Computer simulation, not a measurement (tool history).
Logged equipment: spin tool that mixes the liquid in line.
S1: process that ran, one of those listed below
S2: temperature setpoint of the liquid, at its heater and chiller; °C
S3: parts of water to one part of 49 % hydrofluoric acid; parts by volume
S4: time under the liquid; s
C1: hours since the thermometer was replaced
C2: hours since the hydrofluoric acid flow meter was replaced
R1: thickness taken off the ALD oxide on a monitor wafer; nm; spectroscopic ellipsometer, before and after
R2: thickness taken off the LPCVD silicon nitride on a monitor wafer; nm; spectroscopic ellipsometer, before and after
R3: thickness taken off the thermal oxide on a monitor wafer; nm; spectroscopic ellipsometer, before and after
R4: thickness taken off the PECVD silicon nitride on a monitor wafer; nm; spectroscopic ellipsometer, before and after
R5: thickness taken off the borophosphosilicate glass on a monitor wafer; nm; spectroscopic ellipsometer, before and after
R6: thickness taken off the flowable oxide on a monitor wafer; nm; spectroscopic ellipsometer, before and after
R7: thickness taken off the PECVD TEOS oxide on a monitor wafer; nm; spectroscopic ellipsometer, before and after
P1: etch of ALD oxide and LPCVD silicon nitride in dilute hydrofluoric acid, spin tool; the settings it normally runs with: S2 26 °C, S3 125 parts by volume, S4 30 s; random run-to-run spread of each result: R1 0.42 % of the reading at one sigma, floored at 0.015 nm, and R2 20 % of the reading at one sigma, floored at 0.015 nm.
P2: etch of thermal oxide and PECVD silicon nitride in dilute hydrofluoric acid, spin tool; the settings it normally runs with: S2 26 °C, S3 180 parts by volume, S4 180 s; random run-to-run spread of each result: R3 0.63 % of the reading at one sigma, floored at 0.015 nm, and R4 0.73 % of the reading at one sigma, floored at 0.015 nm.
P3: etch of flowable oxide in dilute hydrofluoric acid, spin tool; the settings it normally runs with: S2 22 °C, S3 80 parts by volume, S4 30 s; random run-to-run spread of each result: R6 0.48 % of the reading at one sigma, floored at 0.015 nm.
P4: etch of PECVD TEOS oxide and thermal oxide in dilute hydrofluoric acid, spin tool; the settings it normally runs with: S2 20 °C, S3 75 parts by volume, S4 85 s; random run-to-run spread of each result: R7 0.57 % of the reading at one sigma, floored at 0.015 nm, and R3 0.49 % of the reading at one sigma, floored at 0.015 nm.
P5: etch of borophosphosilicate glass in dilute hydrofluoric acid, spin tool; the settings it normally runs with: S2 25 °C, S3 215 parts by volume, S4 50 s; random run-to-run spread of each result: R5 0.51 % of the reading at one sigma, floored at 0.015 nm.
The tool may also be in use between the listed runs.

run,hour,S1,S2,S3,S4,C1,C2,R1,R2,R3,R4,R5,R6,R7
1,3.1,P1,26,125,30,192.6,700.2,7.8572,0.089377,,,,,
2,7.6,P2,26,180,50,197.1,704.7,,,1.3514,1.0005,,,
3,11.9,P5,19.5,215,50,201.4,709,,,,,11.43,,
4,16.3,P3,22,135,30,205.8,713.4,,,,,,5.6058,
5,20,P1,26,125,30,209.5,717.1,7.8588,0.14755,,,,,
6,23.5,P4,20,75,15,213,720.6,,,0.86103,,,,1.5533
7,27.5,P1,26,220,30,217,724.6,4.0309,0.052199,,,,,
8,31,P3,30,80,30,220.5,728.1,,,,,,13.845,
9,34,P3,22,80,30,223.5,731.1,,,,,,10.152,
10,36.8,P1,31,125,55,226.3,733.9,17.591,0.35898,,,,,
11,40.3,P1,26,125,15,229.8,737.4,3.9438,0.075374,,,,,
12,42.8,P2,26,180,180,232.3,739.9,,,4.8657,3.688,,,
13,47,P1,26,125,30,236.5,744.1,7.9098,0.12847,,,,,
14,51.6,P5,25,125,50,241.1,748.7,,,,,27.043,,
15,54.4,P1,30.5,125,30,243.9,751.5,9.3169,0.17996,,,,,
16,58.7,P1,21.5,125,30,248.2,755.8,6.6106,0.10324,,,,,
17,62.4,P5,25,215,50,251.9,759.5,,,,,14.222,,
18,66.6,P5,25,215,50,256.1,763.7,,,,,14.222,,
19,69.8,P1,26,125,30,259.3,766.9,7.8958,0.10051,,,,,
20,71.9,P2,33.5,180,180,261.4,769,,,6.3139,5.7353,,,
21,76.1,P1,26,25,30,265.6,773.2,45.027,0.68108,,,,,
22,79,P3,22,80,60,268.5,776.1,,,,,,20.384,
23,82.2,P4,20,30,85,271.7,779.3,,,12.38,,,,22.733
24,85.1,P4,20,75,85,274.6,782.2,,,4.6848,,,,8.6303
25,89.6,P4,24.5,75,85,279.1,786.7,,,5.6223,,,,10.3
26,94.1,P5,25,215,15,283.6,791.2,,,,,4.2232,,
27,98.2,P2,26,60,180,287.7,795.3,,,16.831,10.794,,,
28,102.1,P1,26,125,60,291.6,799.2,15.693,0.24262,,,,,
29,105,P1,26,125,30,294.5,802.1,7.9732,0.13613,,,,,
30,107.8,P1,26,125,30,297.3,804.9,8.1706,0.11078,,,,,
31,110,P1,26,125,30,299.5,807.1,8.2764,0.1051,,,,,

The next listed run, before its measurement:
32,113.5,P1,26,125,30,303,810.6,?,?,,,,,

{"run 32": {"R1": 8.3498, "R2": 0.092652}}

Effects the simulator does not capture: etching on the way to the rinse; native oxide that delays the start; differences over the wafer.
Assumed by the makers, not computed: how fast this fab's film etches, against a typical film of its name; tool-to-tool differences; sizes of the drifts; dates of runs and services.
